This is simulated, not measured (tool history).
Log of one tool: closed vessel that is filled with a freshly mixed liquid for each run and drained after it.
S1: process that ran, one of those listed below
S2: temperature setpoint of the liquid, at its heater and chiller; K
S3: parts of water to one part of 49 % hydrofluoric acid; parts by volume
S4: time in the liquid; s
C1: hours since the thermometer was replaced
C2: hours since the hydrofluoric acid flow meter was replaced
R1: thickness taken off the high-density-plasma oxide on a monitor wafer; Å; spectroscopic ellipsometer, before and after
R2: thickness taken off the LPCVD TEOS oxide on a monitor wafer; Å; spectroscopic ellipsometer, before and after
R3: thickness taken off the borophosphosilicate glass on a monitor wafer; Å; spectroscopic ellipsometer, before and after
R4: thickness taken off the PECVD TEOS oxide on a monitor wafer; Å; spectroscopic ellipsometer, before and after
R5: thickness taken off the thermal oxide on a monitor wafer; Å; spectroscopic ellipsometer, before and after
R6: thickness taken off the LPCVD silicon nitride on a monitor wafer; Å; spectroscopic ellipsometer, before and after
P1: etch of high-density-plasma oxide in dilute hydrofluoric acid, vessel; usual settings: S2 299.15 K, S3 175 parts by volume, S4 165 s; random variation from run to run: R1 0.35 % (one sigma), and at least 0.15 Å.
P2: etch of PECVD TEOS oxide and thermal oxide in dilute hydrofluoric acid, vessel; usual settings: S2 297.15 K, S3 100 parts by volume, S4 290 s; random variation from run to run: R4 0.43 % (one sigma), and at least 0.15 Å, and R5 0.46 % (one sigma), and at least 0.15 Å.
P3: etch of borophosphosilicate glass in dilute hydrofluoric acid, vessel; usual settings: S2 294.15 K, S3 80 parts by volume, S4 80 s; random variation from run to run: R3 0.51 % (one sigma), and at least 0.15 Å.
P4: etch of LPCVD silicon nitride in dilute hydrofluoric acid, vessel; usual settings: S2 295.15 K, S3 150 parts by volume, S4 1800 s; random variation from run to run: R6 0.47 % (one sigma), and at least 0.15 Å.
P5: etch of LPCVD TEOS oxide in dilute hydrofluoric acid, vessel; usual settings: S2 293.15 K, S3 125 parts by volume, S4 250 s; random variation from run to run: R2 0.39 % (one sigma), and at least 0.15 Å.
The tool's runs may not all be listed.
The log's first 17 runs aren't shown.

run	hour	S1	S2	S3	S4	C1	C2	R1	R2	R3	R4	R5	R6
18	135.7	P4	295.15	150	1800	225.1	13.1						52.709
19	145.0	P1	299.15	175	165	234.4	22.4	69.869					
20	152.0	P1	292.65	175	165	241.4	29.4	54.521					
21	159.5	P2	297.15	100	30	248.9	36.9				29.067	14.087	
22	169.6	P1	299.15	175	30	259.0	47.0	12.812					
23	175.9	P5	293.15	125	250	265.3	53.3		291.180				
24	185.3	P1	299.15	320	165	274.7	62.7	32.845					
25	196.3	P1	306.15	175	165	285.7	73.7	89.752					
26	205.2	P1	299.15	175	280	294.6	82.6	118.450					
27	210.4	P2	297.15	100	290	299.8	87.8				283.130	136.790	

The next listed run, before its measurement:
28	220.3	P4	295.15	30	1800	309.7	97.7						?

R6: 251.900 Å
